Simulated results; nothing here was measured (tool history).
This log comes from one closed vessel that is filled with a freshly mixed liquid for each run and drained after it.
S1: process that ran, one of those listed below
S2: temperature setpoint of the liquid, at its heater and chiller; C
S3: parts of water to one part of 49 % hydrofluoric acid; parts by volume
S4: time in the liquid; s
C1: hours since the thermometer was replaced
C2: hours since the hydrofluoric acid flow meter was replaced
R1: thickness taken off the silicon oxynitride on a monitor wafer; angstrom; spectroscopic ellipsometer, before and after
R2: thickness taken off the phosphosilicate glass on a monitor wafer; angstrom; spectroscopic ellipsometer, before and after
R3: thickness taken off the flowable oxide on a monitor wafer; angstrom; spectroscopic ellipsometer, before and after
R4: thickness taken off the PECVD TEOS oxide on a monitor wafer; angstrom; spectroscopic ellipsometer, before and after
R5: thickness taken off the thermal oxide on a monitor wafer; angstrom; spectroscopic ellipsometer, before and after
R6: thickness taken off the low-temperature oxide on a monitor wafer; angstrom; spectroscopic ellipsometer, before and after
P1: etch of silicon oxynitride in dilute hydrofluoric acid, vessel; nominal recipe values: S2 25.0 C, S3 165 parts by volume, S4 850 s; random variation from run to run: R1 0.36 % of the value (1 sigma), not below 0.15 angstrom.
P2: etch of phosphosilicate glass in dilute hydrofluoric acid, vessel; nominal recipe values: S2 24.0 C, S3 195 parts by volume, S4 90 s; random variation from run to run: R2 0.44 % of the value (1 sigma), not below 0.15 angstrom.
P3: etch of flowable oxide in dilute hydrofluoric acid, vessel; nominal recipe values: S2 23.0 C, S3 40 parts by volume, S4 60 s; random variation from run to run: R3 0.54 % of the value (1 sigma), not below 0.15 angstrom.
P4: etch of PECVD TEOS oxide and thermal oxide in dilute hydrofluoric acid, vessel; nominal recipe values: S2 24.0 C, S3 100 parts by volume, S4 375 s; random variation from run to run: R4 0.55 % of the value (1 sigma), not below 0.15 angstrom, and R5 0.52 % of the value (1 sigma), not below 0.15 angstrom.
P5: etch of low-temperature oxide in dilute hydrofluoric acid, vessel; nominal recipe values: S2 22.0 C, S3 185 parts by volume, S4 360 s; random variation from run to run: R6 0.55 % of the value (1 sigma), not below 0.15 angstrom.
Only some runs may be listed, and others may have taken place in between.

run 1 hour=8.4 | S1=P1 S2=25.0 S3=165 S4=850 | C1=1597.6 C2=861.8 | R1=149.620
run 2 hour=14.2 | S1=P2 S2=24.0 S3=195 S4=160 | C1=1603.4 C2=867.6 | R2=836.13
run 3 hour=18.0 | S1=P3 S2=23.0 S3=40 S4=60 | C1=1607.2 C2=871.4 | R3=585.75
run 4 hour=25.5 | S1=P1 S2=25.0 S3=165 S4=100 | C1=1614.7 C2=878.9 | R1=17.759
run 5 hour=31.5 | S1=P1 S2=32.5 S3=165 S4=850 | C1=1620.7 C2=884.9 | R1=209.020
run 6 hour=38.8 | S1=P2 S2=24.0 S3=195 S4=90 | C1=1628.0 C2=892.2 | R2=463.68
run 7 hour=47.2 | S1=P1 S2=19.0 S3=165 S4=850 | C1=1636.4 C2=900.6 | R1=113.290
run 8 hour=55.1 | S1=P4 S2=24.0 S3=100 S4=670 | C1=1644.3 C2=908.5 | R4=878.05 R5=300.37
run 9 hour=61.6 | S1=P5 S2=22.0 S3=185 S4=360 | C1=1650.8 C2=915.0 | R6=433.53
run 10 hour=68.9 | S1=P4 S2=24.0 S3=100 S4=375 | C1=1658.1 C2=922.3 | R4=495.30 R5=166.64
run 11 hour=76.0 | S1=P1 S2=25.0 S3=165 S4=850 | C1=1665.2 C2=929.4 | R1=150.130
run 12 hour=80.1 | S1=P1 S2=25.0 S3=165 S4=1315 | C1=1669.3 C2=933.5 | R1=231.550
run 13 hour=88.6 | S1=P5 S2=22.0 S3=185 S4=360 | C1=1677.8 C2=942.0 | R6=438.68
run 14 hour=96.5 | S1=P1 S2=25.0 S3=165 S4=850 | C1=1685.7 C2=949.9 | R1=149.230
run 15 hour=102.6 | S1=P4 S2=28.0 S3=100 S4=375 | C1=1691.8 C2=956.0 | R4=580.17 R5=194.44
run 16 hour=110.5 | S1=P2 S2=32.5 S3=195 S4=90 | C1=1699.7 C2=963.9 | R2=629.88
run 17 hour=118.3 | S1=P3 S2=23.0 S3=65 S4=60 | C1=1707.5 C2=971.7 | R3=352.79
run 18 hour=123.7 | S1=P4 S2=24.0 S3=100 S4=375 | C1=1712.9 C2=977.1 | R4=496.02 R5=168.70
run 19 hour=130.5 | S1=P4 S2=24.0 S3=25 S4=375 | C1=1719.7 C2=983.9 | R4=2172.40 R5=736.27
run 20 hour=134.5 | S1=P5 S2=22.0 S3=105 S4=360 | C1=1723.7 C2=987.9 | R6=835.63
run 21 hour=142.6 | S1=P5 S2=22.0 S3=185 S4=115 | C1=1731.8 C2=996.0 | R6=138.90
run 22 hour=146.5 | S1=P3 S2=23.0 S3=40 S4=30 | C1=1735.7 C2=999.9 | R3=293.45
run 23 hour=152.6 | S1=P2 S2=24.0 S3=90 S4=90 | C1=1741.8 C2=1006.0 | R2=1132.60
run 24 hour=159.0 | S1=P1 S2=25.0 S3=270 S4=850 | C1=1748.2 C2=1012.4 | R1=84.913
run 25 hour=167.7 | S1=P1 S2=25.0 S3=165 S4=850 | C1=1756.9 C2=1021.1 | R1=150.160
run 26 hour=175.4 | S1=P5 S2=17.0 S3=185 S4=360 | C1=1764.6 C2=1028.8 | R6=353.75
run 27 hour=181.4 | S1=P1 S2=20.5 S3=80 S4=850 | C1=1770.6 C2=1034.8 | R1=268.180
run 28 hour=189.2 | S1=P3 S2=28.0 S3=40 S4=60 | C1=1778.4 C2=1042.6 | R3=724.64
run 29 hour=193.9 | S1=P1 S2=25.0 S3=70 S4=850 | C1=1783.1 C2=1047.3 | R1=384.360
run 30 hour=202.5 | S1=P1 S2=28.5 S3=165 S4=320 | C1=1791.7 C2=1055.9 | R1=66.071
run 31 hour=208.4 | S1=P1 S2=25.0 S3=165 S4=850 | C1=1797.6 C2=1061.8 | R1=150.240
run 32 hour=215.9 | S1=P1 S2=25.0 S3=165 S4=850 | C1=1805.1 C2=1069.3 | R1=149.630
run 33 hour=222.9 | S1=P1 S2=25.0 S3=165 S4=850 | C1=1812.1 C2=1076.3 | R1=143.040
run 34 hour=229.7 | S1=P1 S2=25.0 S3=165 S4=850 | C1=1818.9 C2=1083.1 | R1=140.120
run 35 hour=233.5 | S1=P1 S2=25.0 S3=165 S4=850 | C1=1822.7 C2=1086.9 | R1=140.180
run 36 hour=241.8 | S1=P1 S2=25.0 S3=165 S4=850 | C1=1831.0 C2=1095.2 | R1=137.610
run 37 hour=245.7 | S1=P1 S2=25.0 S3=165 S4=850 | C1=1834.9 C2=1099.1 | R1=136.960
run 38 hour=253.1 | S1=P1 S2=25.0 S3=165 S4=850 | C1=1842.3 C2=1106.5 | R1=135.050
run 39 hour=261.2 | S1=P1 S2=25.0 S3=165 S4=850 | C1=1850.4 C2=1114.6 | R1=136.360
run 40 hour=267.7 | S1=P1 S2=25.0 S3=165 S4=850 | C1=1856.9 C2=1121.1 | R1=135.750

The log shows P1 creeping away from where it was. Any of the 2 causes listed here, at the size stated for it, fits the log just as well as the others:
A: liquid colder than its thermometer reads (K) = 2.23
B: hydrofluoric acid flow below the setpoint (%) = 8.53
The creep began at about hour 215.9.

The check runs listed below each take one wafer, and their results are still question marks. Under which run would the listed causes lead to clearly different results?
run check 1 hour=274.2 | S1=P3 S2=23.0 S3=65 S4=35 | R3=?
run check 2 hour=274.2 | S1=P2 S2=29.5 S3=195 S4=160 | R2=?
run check 3 hour=274.2 | S1=P4 S2=24.0 S3=60 S4=555 | R4=? R5=?
run check 4 hour=274.2 | S1=P5 S2=17.5 S3=105 S4=360 | R6=?

Expected result of each check under each candidate cause:
check=check_1 result=R3 if_A=187.12 if_B=186.28
check=check_2 result=R2 if_A=936.41 if_B=906.63
check=check_3 result=R4 if_A=1169.10 if_B=1163.70
check=check_3 result=R5 if_A=396.49 if_B=394.65
check=check_4 result=R6 if_A=634.15 if_B=631.00
Gap, in per cent, between the two causes that each check separates least, read from the result that separates them most: check 1 0.45 %; check 2 3.23 %; check 3 0.46 %; check 4 0.5 %
Check 2 distinguishes between the causes, while the remaining checks would return nearly the same result for all of them.

The results of check 2 are: R2 936.16 angstrom. Based on these, which of the listed causes is it?

It is A: liquid colder than its thermometer reads (K).
